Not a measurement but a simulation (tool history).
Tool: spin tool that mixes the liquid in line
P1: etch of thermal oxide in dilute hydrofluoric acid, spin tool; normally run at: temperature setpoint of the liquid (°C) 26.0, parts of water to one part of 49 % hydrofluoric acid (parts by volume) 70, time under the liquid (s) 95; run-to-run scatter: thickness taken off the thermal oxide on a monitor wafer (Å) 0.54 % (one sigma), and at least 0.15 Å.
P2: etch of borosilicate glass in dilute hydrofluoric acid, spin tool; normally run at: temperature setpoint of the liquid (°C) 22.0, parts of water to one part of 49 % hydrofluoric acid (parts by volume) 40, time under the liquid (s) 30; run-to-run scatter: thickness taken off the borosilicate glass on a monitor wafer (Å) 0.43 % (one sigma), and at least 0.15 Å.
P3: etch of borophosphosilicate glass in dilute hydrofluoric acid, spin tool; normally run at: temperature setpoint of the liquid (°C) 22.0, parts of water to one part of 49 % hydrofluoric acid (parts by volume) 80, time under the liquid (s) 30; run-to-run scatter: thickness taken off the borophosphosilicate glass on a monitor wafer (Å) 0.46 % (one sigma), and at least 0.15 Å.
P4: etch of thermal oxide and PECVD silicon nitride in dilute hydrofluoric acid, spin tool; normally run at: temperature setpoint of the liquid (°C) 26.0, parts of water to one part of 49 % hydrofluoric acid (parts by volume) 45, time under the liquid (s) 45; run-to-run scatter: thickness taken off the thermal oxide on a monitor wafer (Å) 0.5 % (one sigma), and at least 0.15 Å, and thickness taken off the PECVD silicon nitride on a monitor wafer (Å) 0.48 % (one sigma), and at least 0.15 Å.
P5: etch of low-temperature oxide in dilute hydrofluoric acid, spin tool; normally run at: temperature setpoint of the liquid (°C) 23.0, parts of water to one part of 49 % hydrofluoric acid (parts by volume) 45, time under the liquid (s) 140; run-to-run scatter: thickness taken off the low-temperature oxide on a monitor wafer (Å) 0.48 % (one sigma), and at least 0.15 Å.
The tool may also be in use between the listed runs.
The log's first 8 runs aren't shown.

| run | hour | process that ran | temperature setpoint of the liquid (°C) | parts of water to one part of 49 % hydrofluoric acid (parts by volume) | time under the liquid (s) | hours since the thermometer was replaced | hours since the hydrofluoric acid flow meter was replaced | thickness taken off the thermal oxide on a monitor wafer (Å) | thickness taken off the borosilicate glass on a monitor wafer (Å) | thickness taken off the low-temperature oxide on a monitor wafer (Å) | thickness taken off the borophosphosilicate glass on a monitor wafer (Å) | thickness taken off the PECVD silicon nitride on a monitor wafer (Å) |
|---|---|---|---|---|---|---|---|---|---|---|---|---|
| 9 | 126.4 | P1 | 26.0 | 70 | 30 | 542.7 | 313.0 | 22.100 |  |  |  |  |
| 10 | 143.9 | P5 | 23.0 | 25 | 140 | 560.2 | 330.5 |  |  | 605.52 |  |  |
| 11 | 155.6 | P2 | 22.0 | 40 | 65 | 571.9 | 342.2 |  | 445.63 |  |  |  |
| 12 | 167.2 | P1 | 26.0 | 70 | 95 | 583.5 | 353.8 | 70.158 |  |  |  |  |
| 13 | 176.5 | P1 | 19.5 | 115 | 95 | 592.8 | 363.1 | 31.639 |  |  |  |  |
| 14 | 192.0 | P1 | 26.0 | 35 | 95 | 608.3 | 378.6 | 146.880 |  |  |  |  |
| 15 | 203.5 | P4 | 26.0 | 20 | 45 | 619.8 | 390.1 | 122.330 |  |  |  | 93.527 |
| 16 | 214.8 | P2 | 22.0 | 40 | 30 | 631.1 | 401.4 |  | 205.21 |  |  |  |
| 17 | 227.7 | P4 | 26.0 | 45 | 45 | 644.0 | 414.3 | 53.005 |  |  |  | 42.867 |
| 18 | 240.5 | P1 | 19.5 | 70 | 95 | 656.8 | 427.1 | 53.374 |  |  |  |  |
| 19 | 255.9 | P2 | 22.0 | 40 | 30 | 672.2 | 442.5 |  | 206.62 |  |  |  |
| 20 | 264.8 | P1 | 30.0 | 70 | 95 | 681.1 | 451.4 | 82.472 |  |  |  |  |
| 21 | 277.1 | P1 | 26.0 | 70 | 95 | 693.4 | 463.7 | 70.280 |  |  |  |  |
| 22 | 290.4 | P1 | 26.0 | 95 | 95 | 706.7 | 477.0 | 50.571 |  |  |  |  |
| 23 | 303.9 | P3 | 22.0 | 80 | 30 | 720.2 | 490.5 |  |  |  | 171.59 |  |
| 24 | 315.0 | P1 | 26.0 | 70 | 95 | 731.3 | 501.6 | 70.863 |  |  |  |  |
| 25 | 327.4 | P3 | 22.0 | 80 | 65 | 743.7 | 514.0 |  |  |  | 374.30 |  |

Run 26 comes next. What will it give?
| 26 | 335.6 | P5 | 23.0 | 45 | 140 | 751.9 | 522.2 |  |  | ? |  |  |

thickness taken off the low-temperature oxide on a monitor wafer (Å): 325.59
